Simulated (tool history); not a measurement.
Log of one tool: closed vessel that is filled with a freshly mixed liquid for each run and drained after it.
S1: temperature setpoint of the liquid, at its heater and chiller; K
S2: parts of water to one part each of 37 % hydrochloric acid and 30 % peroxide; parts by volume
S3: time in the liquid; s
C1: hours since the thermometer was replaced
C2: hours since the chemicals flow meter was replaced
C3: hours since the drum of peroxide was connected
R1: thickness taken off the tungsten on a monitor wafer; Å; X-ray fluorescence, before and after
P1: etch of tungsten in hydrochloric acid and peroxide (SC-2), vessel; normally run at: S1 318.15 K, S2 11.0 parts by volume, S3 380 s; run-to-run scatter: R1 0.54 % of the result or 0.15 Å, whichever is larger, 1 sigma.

Run 1, hour 10.5: S1 318.15 K, S2 11.0 parts by volume, S3 380 s; C1 649.4; C2 394.4; C3 396.0. Result: R1 424.390 Å.
Run 2, hour 20.1: S1 318.15 K, S2 4.0 parts by volume, S3 380 s; C1 659.0; C2 404.0; C3 405.6. Result: R1 922.120 Å.
Run 3, hour 34.2: S1 329.15 K, S2 11.0 parts by volume, S3 380 s; C1 673.1; C2 418.1; C3 419.7. Result: R1 883.690 Å.
Run 4, hour 43.3: S1 318.15 K, S2 11.0 parts by volume, S3 75 s; C1 682.2; C2 427.2; C3 428.8. Result: R1 83.326 Å.
Run 5, hour 53.1: S1 318.15 K, S2 11.0 parts by volume, S3 380 s; C1 692.0; C2 437.0; C3 438.6. Result: R1 423.740 Å.
Run 6, hour 66.8: S1 325.65 K, S2 5.5 parts by volume, S3 380 s; C1 705.7; C2 450.7; C3 452.3. Result: R1 1210.900 Å.
Run 7, hour 75.7: S1 318.15 K, S2 11.0 parts by volume, S3 380 s; C1 714.6; C2 459.6; C3 461.2. Result: R1 424.850 Å.
Run 8, hour 86.8: S1 318.15 K, S2 11.0 parts by volume, S3 715 s; C1 725.7; C2 470.7; C3 472.3. Result: R1 792.100 Å.
Run 9, hour 100.0: S1 318.15 K, S2 19.5 parts by volume, S3 380 s; C1 738.9; C2 483.9; C3 485.5. Result: R1 254.870 Å.
Run 10, hour 110.8: S1 308.15 K, S2 11.0 parts by volume, S3 110 s; C1 749.7; C2 494.7; C3 496.3. Result: R1 60.489 Å.
Run 11, hour 118.8: S1 308.15 K, S2 11.0 parts by volume, S3 380 s; C1 757.7; C2 502.7; C3 504.3. Result: R1 206.490 Å.
Run 12, hour 128.5: S1 318.15 K, S2 11.0 parts by volume, S3 380 s; C1 767.4; C2 512.4; C3 514.0. Result: R1 420.580 Å.
Run 13, hour 139.3: S1 332.65 K, S2 11.0 parts by volume, S3 200 s; C1 778.2; C2 523.2; C3 524.8. Result: R1 576.340 Å.
Run 14, hour 152.7: S1 318.15 K, S2 11.0 parts by volume, S3 380 s; C1 791.6; C2 536.6; C3 538.2. Result: R1 422.950 Å.
Run 15, hour 161.2: S1 318.15 K, S2 11.0 parts by volume, S3 380 s; C1 800.1; C2 545.1; C3 546.7. Result: R1 425.080 Å.
Run 16, hour 169.3: S1 318.15 K, S2 11.0 parts by volume, S3 380 s; C1 808.2; C2 553.2; C3 554.8. Result: R1 431.800 Å.
Run 17, hour 181.4: S1 318.15 K, S2 11.0 parts by volume, S3 380 s; C1 820.3; C2 565.3; C3 566.9. Result: R1 441.300 Å.
Run 18, hour 192.6: S1 318.15 K, S2 11.0 parts by volume, S3 380 s; C1 831.5; C2 576.5; C3 578.1. Result: R1 448.360 Å.
Run 19, hour 206.9: S1 318.15 K, S2 11.0 parts by volume, S3 380 s; C1 845.8; C2 590.8; C3 592.4. Result: R1 454.830 Å.
Run 20, hour 218.1: S1 318.15 K, S2 11.0 parts by volume, S3 380 s; C1 857.0; C2 602.0; C3 603.6. Result: R1 456.510 Å.
Run 21, hour 230.5: S1 318.15 K, S2 11.0 parts by volume, S3 380 s; C1 869.4; C2 614.4; C3 616.0. Result: R1 460.510 Å.
Run 22, hour 242.6: S1 318.15 K, S2 11.0 parts by volume, S3 380 s; C1 881.5; C2 626.5; C3 628.1. Result: R1 462.520 Å.
Run 23, hour 252.6: S1 318.15 K, S2 11.0 parts by volume, S3 380 s; C1 891.5; C2 636.5; C3 638.1. Result: R1 456.930 Å.
Run 24, hour 260.2: S1 318.15 K, S2 11.0 parts by volume, S3 380 s; C1 899.1; C2 644.1; C3 645.7. Result: R1 458.750 Å.
Run 25, hour 269.6: S1 318.15 K, S2 11.0 parts by volume, S3 380 s; C1 908.5; C2 653.5; C3 655.1. Result: R1 465.080 Å.
Run 26, hour 279.7: S1 318.15 K, S2 11.0 parts by volume, S3 380 s; C1 918.6; C2 663.6; C3 665.2. Result: R1 462.770 Å.

What P1 gives has crept away from where it was. These 2 causes fit the log equally well, each at the size given:
A: chemicals flow above the setpoint (%) = 11.5
B: liquid hotter than its thermometer reads (K) = 1.34
The creep began at about hour 161.2.
Why every other cause is out:
peroxide weaker than its label (%): at most 8, which would move R1 by -7.4 %: too little, or the wrong way

4 check runs are offered, each on 5 wafers whose results are averaged, their results left as question marks. Which one tells the causes apart?
Run check 1, hour 289.8: S1 318.15 K, S2 11.0 parts by volume, S3 710 s. Result: R1 ?.
Run check 2, hour 289.8: S1 318.15 K, S2 4.0 parts by volume, S3 380 s. Result: R1 ?.
Run check 3, hour 289.8: S1 318.15 K, S2 11.0 parts by volume, S3 155 s. Result: R1 ?.
Run check 4, hour 289.8: S1 309.65 K, S2 18.5 parts by volume, S3 380 s. Result: R1 ?.

What each check would give under each cause:
  check  result     if A      if B
check 1      R1  864.710   865.090
check 2      R1  982.850  1003.200
check 3      R1  188.780   188.860
check 4      R1  161.970   161.840
How far apart the two closest causes lie, in the result that separates them most: check 1 0.04 %; check 2 2.05 %; check 3 0.04 %; check 4 0.08 %
Only check 2 tells the causes apart: in the others they would give nearly the same result.

Check 2 was then run and gave: R1 1007.700 Å. Which cause is it?

It is B: liquid hotter than its thermometer reads (K).

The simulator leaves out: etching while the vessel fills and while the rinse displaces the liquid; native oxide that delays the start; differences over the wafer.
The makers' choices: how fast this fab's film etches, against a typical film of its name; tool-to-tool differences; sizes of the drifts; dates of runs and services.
